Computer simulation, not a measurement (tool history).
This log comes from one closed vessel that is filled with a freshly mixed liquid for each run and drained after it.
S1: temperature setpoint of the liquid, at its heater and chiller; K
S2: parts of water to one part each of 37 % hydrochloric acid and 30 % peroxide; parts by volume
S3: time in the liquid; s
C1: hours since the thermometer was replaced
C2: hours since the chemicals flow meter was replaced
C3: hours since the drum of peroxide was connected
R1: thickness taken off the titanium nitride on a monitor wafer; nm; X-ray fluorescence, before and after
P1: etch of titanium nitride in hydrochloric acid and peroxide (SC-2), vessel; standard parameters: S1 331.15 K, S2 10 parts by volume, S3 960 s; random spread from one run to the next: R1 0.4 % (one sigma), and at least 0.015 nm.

run	hour	S1	S2	S3	C1	C2	C3	R1
1	12.1	331.15	10	960	942.6	233.0	524.5	44.8030
2	21.6	345.15	10	960	952.1	242.5	534.0	104.4100
3	34.8	331.15	10	1615	965.3	255.7	547.2	75.1590
# hour 42.6: chemicals flow meter replaced
4	50.5	331.15	4	460	981.0	7.9	562.9	42.6960
5	58.5	331.15	10	960	989.0	15.9	570.9	44.7810
# hour 66.8: thermometer replaced
6	70.3	331.15	10	960	3.6	27.7	582.7	44.6520
7	84.2	331.15	10	960	17.5	41.6	596.6	44.3940
8	101.2	331.15	5	1455	34.5	58.6	613.6	116.6100
9	110.3	331.15	10	30	43.6	67.7	622.7	1.4113
10	124.7	331.15	16	960	58.0	82.1	637.1	29.8190
11	140.8	331.15	10	960	74.1	98.2	653.2	44.8590
12	153.6	331.15	10	960	86.9	111.0	666.0	44.6650
# hour 163.6: new drum of peroxide connected
13	165.6	331.15	10	960	98.9	123.0	2.0	44.8320
14	180.9	323.15	10	960	114.2	138.3	17.3	26.7110
15	193.8	331.15	4	960	127.1	151.2	30.2	88.9900
16	205.0	331.15	10	960	138.3	162.4	41.4	44.5200
17	220.9	331.15	10	960	154.2	178.3	57.3	46.1300
18	237.8	331.15	10	960	171.1	195.2	74.2	47.0590
19	251.3	331.15	10	960	184.6	208.7	87.7	47.5410
20	262.1	331.15	10	960	195.4	219.5	98.5	47.9570
21	275.5	331.15	10	960	208.8	232.9	111.9	48.0940
22	283.5	331.15	10	960	216.8	240.9	119.9	48.3340
23	293.7	331.15	10	960	227.0	251.1	130.1	48.3310
24	309.3	331.15	10	960	242.6	266.7	145.7	48.0670

What P1 gives has crept away from where it was. These 2 causes fit the log equally well, each at the size given:
A: chemicals flow above the setpoint (%) = 10
B: liquid hotter than its thermometer reads (K) = 1.25
The process output started creeping at around hour 205.0.
What rules out each remaining cause:
peroxide weaker than its label (%): 8 at the very most, moving R1 by -7.4 %, which is either too weak or the wrong sign

The list below offers 4 check runs, each averaging the results of 2 wafers, and shows each result as a question mark. For which of them would the listed causes give clearly different results?
check 1	324.9	344.65	10	110				?
check 2	324.9	323.65	4	960				?
check 3	324.9	338.65	10	515				?
check 4	324.9	345.15	7	960				?

What each check would give under each cause:
check	result	if A	if B
check 1	R1	12.5980	12.5250
check 2	R1	58.3300	59.5190
check 3	R1	41.2350	41.1040
check 4	R1	150.1200	150.0500
Per-check spread between the two closest causes, in the result where they differ most: check 1 0.58 %; check 2 2.02 %; check 3 0.32 %; check 4 0.05 %
The other checks would show nearly matching results whichever cause is true, so check 2 is the only one that separates the causes.

Then check 2 was run and gave: R1 58.5360 nm. Which cause is it?

The correct cause is A, namely: chemicals flow above the setpoint (%).

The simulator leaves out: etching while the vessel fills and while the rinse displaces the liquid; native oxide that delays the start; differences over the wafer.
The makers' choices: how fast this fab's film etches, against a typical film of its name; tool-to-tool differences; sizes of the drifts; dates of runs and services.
